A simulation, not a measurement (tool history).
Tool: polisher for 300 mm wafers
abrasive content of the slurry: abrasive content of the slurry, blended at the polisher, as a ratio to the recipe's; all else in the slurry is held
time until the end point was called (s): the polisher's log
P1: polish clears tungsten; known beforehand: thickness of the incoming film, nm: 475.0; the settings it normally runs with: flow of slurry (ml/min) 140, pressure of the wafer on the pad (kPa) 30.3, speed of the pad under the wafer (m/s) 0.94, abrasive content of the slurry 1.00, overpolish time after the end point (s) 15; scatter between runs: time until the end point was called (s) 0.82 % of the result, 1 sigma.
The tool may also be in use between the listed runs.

| run | hour | flow of slurry (ml/min) | pressure of the wafer on the pad (kPa) | speed of the pad under the wafer (m/s) | abrasive content of the slurry | overpolish time after the end point (s) | time until the end point was called (s) |
|---|---|---|---|---|---|---|---|
| 1 | 17.3 | 140 | 30.3 | 0.94 | 1.00 | 15 | 78.181 |
| 2 | 25.5 | 140 | 21.4 | 0.94 | 1.00 | 15 | 111.290 |
| 3 | 43.7 | 85 | 30.3 | 0.94 | 1.00 | 15 | 88.611 |
| 4 | 60.3 | 140 | 30.3 | 0.94 | 1.00 | 15 | 78.257 |
| 5 | 68.5 | 140 | 30.3 | 0.42 | 1.00 | 15 | 171.580 |
| 6 | 78.6 | 140 | 30.3 | 0.94 | 1.00 | 4 | 77.852 |
| 7 | 88.7 | 140 | 30.3 | 0.94 | 1.00 | 15 | 78.066 |
| 8 | 99.0 | 140 | 30.3 | 0.94 | 0.60 | 15 | 87.916 |
| 9 | 107.6 | 140 | 30.3 | 0.94 | 1.35 | 15 | 72.444 |
| 10 | 117.0 | 185 | 30.3 | 0.94 | 1.00 | 15 | 74.462 |
| 11 | 126.3 | 140 | 30.3 | 0.94 | 1.00 | 15 | 77.505 |
| 12 | 141.7 | 140 | 30.3 | 0.94 | 1.00 | 29 | 76.707 |
|  | 158.9 | slurry blender recalibrated |
| 13 | 159.2 | 140 | 30.3 | 0.94 | 0.70 | 9 | 85.208 |
| 14 | 176.4 | 140 | 30.3 | 0.94 | 1.00 | 15 | 78.634 |
| 15 | 184.9 | 140 | 30.3 | 1.44 | 1.00 | 15 | 50.822 |
|  | 190.9 | slurry tank refilled with fresh slurry and peroxide |
| 16 | 199.8 | 140 | 46.2 | 0.94 | 1.00 | 15 | 50.799 |
| 17 | 210.0 | 140 | 30.3 | 0.94 | 1.00 | 15 | 77.513 |

Run 18 comes next. What will it give?
| 18 | 227.8 | 140 | 30.3 | 0.94 | 1.00 | 15 | ? |

time until the end point was called (s): 77.463
